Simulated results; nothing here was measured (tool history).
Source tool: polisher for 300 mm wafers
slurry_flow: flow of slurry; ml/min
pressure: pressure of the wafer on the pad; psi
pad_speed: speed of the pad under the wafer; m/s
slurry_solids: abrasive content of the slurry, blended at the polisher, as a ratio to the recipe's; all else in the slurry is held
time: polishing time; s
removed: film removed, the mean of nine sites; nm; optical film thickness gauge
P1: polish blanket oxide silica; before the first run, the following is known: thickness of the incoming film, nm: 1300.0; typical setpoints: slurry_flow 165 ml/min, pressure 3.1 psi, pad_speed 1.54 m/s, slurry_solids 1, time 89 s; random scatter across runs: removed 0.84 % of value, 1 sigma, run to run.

| run | day | slurry_flow | pressure | pad_speed | slurry_solids | time | wafers polished on this pad | hours since the slurry nozzle was cleaned | hours since the head pressure was calibrated | hours since the slurry blender was calibrated | hours since the conditioning disc was replaced | removed |
|---|---|---|---|---|---|---|---|---|---|---|---|---|
| 1 | 0.425 | 165 | 3.1 | 1.54 | 1 | 89 | 1153 | 112.1 | 456.6 | 157.3 | 233.1 | 232.25 |
| 2 | 0.692 | 165 | 3.1 | 1.54 | 1 | 89 | 1201 | 118.5 | 463 | 163.7 | 239.5 | 234.8 |
| 3 | 1.079 | 165 | 3.1 | 1.54 | 1 | 132 | 1270 | 127.8 | 472.3 | 173 | 248.8 | 347.09 |
| 4 | 1.392 | 165 | 3.1 | 1.54 | 1.4 | 89 | 1325 | 135.3 | 479.8 | 180.5 | 256.3 | 263.17 |
| 5 | 1.738 | 165 | 3.1 | 1.54 | 1 | 89 | 1387 | 143.6 | 488.1 | 188.8 | 264.6 | 231.78 |
| 6 | 2.296 | 100 | 3.1 | 1.54 | 1 | 89 | 1487 | 157 | 501.5 | 202.2 | 278 | 210.82 |
| 7 | 2.696 | 165 | 3.1 | 0.7 | 1 | 89 | 1558 | 166.6 | 511.1 | 211.8 | 287.6 | 121.67 |
| 8 | 3.171 | 165 | 1.4 | 1.54 | 1 | 89 | 1643 | 178 | 522.5 | 223.2 | 299 | 104.34 |
| 9 | 3.688 | 165 | 3.1 | 1.54 | 0.55 | 89 | 1735 | 190.4 | 534.9 | 235.6 | 311.4 | 169.11 |
| 10 | 4.1 | 165 | 3.1 | 1.54 | 1 | 42 | 1809 | 200.3 | 544.8 | 245.5 | 321.3 | 107.28 |
| 11 | 4.658 | 165 | 3.1 | 1.54 | 1 | 89 | 1908 | 213.7 | 558.2 | 258.9 | 334.7 | 229.9 |
| 12 | 5.192 | 165 | 3.1 | 1.54 | 1 | 89 | 2003 | 226.5 | 571 | 271.7 | 347.5 | 231.69 |
| 13 | 5.475 | 165 | 4 | 1.54 | 1 | 89 | 2054 | 233.3 | 577.8 | 278.5 | 354.3 | 299.62 |
| 14 | 6.033 | 165 | 3.1 | 2.24 | 1 | 89 | 2154 | 246.7 | 591.2 | 291.9 | 367.7 | 315.24 |
| 15 | 6.396 | 165 | 4.9 | 1.54 | 0.7 | 89 | 2218 | 255.4 | 599.9 | 300.6 | 376.4 | 308.18 |
| 16 | 6.817 | 165 | 3.1 | 1.54 | 1 | 89 | 2293 | 265.5 | 610 | 310.7 | 386.5 | 232.58 |
| 17 | 7.383 | 100 | 3.1 | 1.54 | 1 | 132 | 2394 | 279.1 | 623.6 | 324.3 | 400.1 | 310.59 |
| 18 | 7.683 | 260 | 3.1 | 1.54 | 1 | 89 | 2448 | 286.3 | 630.8 | 331.5 | 407.3 | 245.53 |

Predict the results of run 19:
| 19 | 7.958 | 165 | 3.1 | 0.7 | 1 | 59 | 2497 | 292.9 | 637.4 | 338.1 | 413.9 | ? |

Run 19 produced removed 81.162 nm.
